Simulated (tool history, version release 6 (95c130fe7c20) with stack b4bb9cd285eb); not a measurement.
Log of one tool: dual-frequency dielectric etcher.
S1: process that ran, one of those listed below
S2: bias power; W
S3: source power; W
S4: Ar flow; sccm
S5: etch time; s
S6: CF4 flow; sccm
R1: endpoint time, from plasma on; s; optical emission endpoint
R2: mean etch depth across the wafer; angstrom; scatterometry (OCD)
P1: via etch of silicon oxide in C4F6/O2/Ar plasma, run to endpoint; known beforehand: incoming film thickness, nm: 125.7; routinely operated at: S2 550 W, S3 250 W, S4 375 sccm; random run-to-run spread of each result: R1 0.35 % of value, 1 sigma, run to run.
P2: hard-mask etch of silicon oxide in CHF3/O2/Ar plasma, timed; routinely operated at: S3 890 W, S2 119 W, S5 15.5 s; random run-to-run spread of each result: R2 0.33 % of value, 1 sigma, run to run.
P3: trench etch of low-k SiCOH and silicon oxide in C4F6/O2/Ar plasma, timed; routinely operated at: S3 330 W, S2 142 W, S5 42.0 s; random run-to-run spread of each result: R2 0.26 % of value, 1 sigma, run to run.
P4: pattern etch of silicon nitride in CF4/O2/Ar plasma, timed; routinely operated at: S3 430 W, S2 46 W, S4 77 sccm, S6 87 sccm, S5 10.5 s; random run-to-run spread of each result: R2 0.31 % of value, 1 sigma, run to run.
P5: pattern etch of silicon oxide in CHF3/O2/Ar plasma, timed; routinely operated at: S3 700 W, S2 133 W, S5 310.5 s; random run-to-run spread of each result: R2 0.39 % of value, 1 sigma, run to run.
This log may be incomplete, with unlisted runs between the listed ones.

{"run": 1, "hour": 10.2, "S1": "P1", "S2": 550, "S3": 250, "S4": 375, "R1": 32.908}
{"run": 2, "hour": 17.8, "S1": "P2", "S2": 119, "S3": 890, "S5": 21.0, "R2": 424.19}
{"run": 3, "hour": 27.9, "S1": "P4", "S2": 46, "S3": 430, "S4": 77, "S5": 8.5, "S6": 87, "R2": 135.65}
{"run": 4, "hour": 39.0, "S1": "P5", "S2": 178, "S3": 700, "S5": 310.5, "R2": 6420.6}
{"run": 5, "hour": 50.2, "S1": "P3", "S2": 102, "S3": 330, "S5": 42.0, "R2": 1036.6}
{"hour": 57.9, "done": "wet clean of the chamber"}
{"run": 6, "hour": 59.2, "S1": "P1", "S2": 550, "S3": 310, "S4": 375, "R1": 30.19}
{"run": 7, "hour": 70.9, "S1": "P2", "S2": 119, "S3": 1140, "S5": 15.5, "R2": 346.63}
{"run": 8, "hour": 80.6, "S1": "P1", "S2": 352, "S3": 250, "S4": 375, "R1": 38.705}
{"run": 9, "hour": 92.4, "S1": "P3", "S2": 142, "S3": 460, "S5": 42.0, "R2": 1299.2}
{"hour": 92.9, "done": "bias power generator calibrated"}
{"run": 10, "hour": 100.3, "S1": "P4", "S2": 46, "S3": 430, "S4": 94, "S5": 10.5, "S6": 87, "R2": 164.89}
{"run": 11, "hour": 107.1, "S1": "P1", "S2": 550, "S3": 250, "S4": 375, "R1": 32.717}
{"run": 12, "hour": 113.7, "S1": "P1", "S2": 550, "S3": 150, "S4": 375, "R1": 39.408}
{"run": 13, "hour": 120.6, "S1": "P4", "S2": 46, "S3": 430, "S4": 77, "S5": 10.5, "S6": 87, "R2": 167.62}
{"run": 14, "hour": 127.6, "S1": "P1", "S2": 682, "S3": 250, "S4": 375, "R1": 30.113}
{"run": 15, "hour": 135.9, "S1": "P1", "S2": 550, "S3": 250, "S4": 467, "R1": 33.64}
{"hour": 140.1, "done": "Ar flow controller replaced"}
{"run": 16, "hour": 143.9, "S1": "P5", "S2": 133, "S3": 700, "S5": 310.5, "R2": 5860.8}
{"run": 17, "hour": 155.1, "S1": "P4", "S2": 33, "S3": 430, "S4": 77, "S5": 10.5, "S6": 87, "R2": 149.91}
{"run": 18, "hour": 165.4, "S1": "P5", "S2": 133, "S3": 700, "S5": 236.5, "R2": 4462.9}
{"run": 19, "hour": 174.2, "S1": "P1", "S2": 550, "S3": 250, "S4": 375, "R1": 32.941}
{"run": 20, "hour": 180.8, "S1": "P4", "S2": 46, "S3": 430, "S4": 77, "S5": 10.5, "S6": 107, "R2": 171.74}
{"run": 21, "hour": 187.2, "S1": "P1", "S2": 715, "S3": 190, "S4": 375, "R1": 32.606}
{"run": 22, "hour": 196.9, "S1": "P2", "S2": 119, "S3": 890, "S5": 15.5, "R2": 310.65}
{"run": 23, "hour": 208.5, "S1": "P1", "S2": 550, "S3": 250, "S4": 241, "R1": 31.108}
{"run": 24, "hour": 220.4, "S1": "P3", "S2": 142, "S3": 330, "S5": 42.0, "R2": 1145.5}
{"run": 25, "hour": 231.8, "S1": "P2", "S2": 142, "S3": 890, "S5": 15.5, "R2": 331.23}
{"run": 26, "hour": 239.4, "S1": "P4", "S2": 46, "S3": 570, "S4": 77, "S5": 10.5, "S6": 87, "R2": 215.83}

Estimate the outcome of run 27 from the log above:
{"run": 27, "hour": 245.4, "S1": "P5", "S2": 133, "S3": 490, "S5": 310.5, "R2": "?"}

R2: 5059.70 angstrom
